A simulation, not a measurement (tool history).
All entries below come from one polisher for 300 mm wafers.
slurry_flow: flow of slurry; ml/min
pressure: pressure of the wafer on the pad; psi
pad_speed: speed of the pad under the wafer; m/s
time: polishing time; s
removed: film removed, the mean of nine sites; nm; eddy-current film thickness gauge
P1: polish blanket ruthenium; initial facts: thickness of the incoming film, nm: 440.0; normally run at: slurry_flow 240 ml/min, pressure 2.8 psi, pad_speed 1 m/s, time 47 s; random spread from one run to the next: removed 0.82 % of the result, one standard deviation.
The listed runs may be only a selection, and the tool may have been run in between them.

run   hour  slurry_flow  pressure  pad_speed  time  wafers polished on this pad  hours since the slurry nozzle was cleaned  hours since the head pressure was calibrated  removed
  1    6.4          240       2.8          1    47                          757                                        135                                         289.7    85.13
  2    9.8          240       2.8          1    73                          787                                      138.4                                         293.1   133.13
  3     16          240       2.8       1.28    47                          843                                      144.6                                         299.3      111
  4   19.5          240       3.5       1.26    47                          874                                      148.1                                         302.8   135.65
  5   23.9          240       3.6          1    62                          913                                      152.5                                         307.2    144.1
  6   27.4          240       2.8          1    47                          944                                        156                                         310.7    84.01
  7   32.1          240       2.8          1    33                          986                                      160.7                                         315.4   60.095
      35.4  -- slurry nozzle cleaned
  8   35.8          240       2.8          1    47                         1019                                        0.4                                         319.1   84.498
  9   39.6          240       1.4          1    47                         1053                                        4.2                                         322.9   43.013
 10   46.2          240       2.8       0.48    47                         1112                                       10.8                                         329.5   41.316
 11   50.6          360       2.8          1    47                         1152                                       15.2                                         333.9   88.293
 12   54.6          240       1.3          1    67                         1187                                       19.2                                         337.9   56.462
 13   59.1          145       2.8          1    47                         1227                                       23.7                                         342.4   80.759
 14   65.8          240       2.8          1    47                         1287                                       30.4                                         349.1   86.382
 15   72.2          240         4          1    47                         1344                                       36.8                                         355.5   124.07
 16   75.2          240       2.8          1    47                         1371                                       39.8                                         358.5    85.28
 17   80.1          240       2.8          1    47                         1415                                       44.7                                         363.4   85.629
 18   83.7          240       2.8          1    47                         1447                                       48.3                                           367   86.277
 19   87.9          240       2.8          1    47                         1485                                       52.5                                         371.2   83.983
 20   92.6          240       2.8          1    47                         1527                                       57.2                                         375.9   81.961
 21   98.7          240       2.8          1    47                         1581                                       63.3                                           382   80.423
 22  104.2          240       2.8          1    47                         1630                                       68.8                                         387.5   81.588
     108.4  -- worn pad replaced by a new one
 23  109.5          240       2.8          1    47                           10                                       74.1                                         392.8   80.904
 24  113.3          240       2.8          1    47                           44                                       77.9                                         396.6   80.662
 25  119.5          240       2.8          1    47                           99                                       84.1                                         402.8   78.883

The output of P1 has drifted from where it used to be. Each of the 2 causes below, taken at the size shown beside it, accounts for the log equally well:
A: head's pressure below its setpoint, % = 6.1
B: slurry flow missing at the pad, % = 36.6
The process output started creeping at around hour 83.7.
Each remaining cause and why it is not a fit:
removal rate lost through wear of the pad, %: serviced at hour 108.4, after the change had begun; the process did not return to its earlier output

Which of the 4 check runs listed below, each an average over 3 wafers with its results shown as question marks, gives clearly different results under the different listed causes?
check 1  125.7          240       3.6          1    47                                                                                                                              ?
check 2  125.7          145       2.8          1    62                                                                                                                              ?
check 3  125.7          240       1.5          1    47                                                                                                                              ?
check 4  125.7          240       2.8       0.72    47                                                                                                                              ?

Expected result of each check under each candidate cause:
  check   result    if A    if B
check 1  removed  103.42  103.41
check 2  removed  98.798  95.195
check 3  removed  43.092  43.088
check 4  removed  57.916   57.91
Gap, in per cent, between the two causes that each check separates least, read from the result that separates them most: check 1 0.01 %; check 2 3.72 %; check 3 0.01 %; check 4 0.01 %
Check 2 tells the causes apart: in the others they would give nearly the same result.

After running check 2, the following was obtained: removed 98.357 nm. Which cause does this point to?

A is the cause: head's pressure below its setpoint, %.
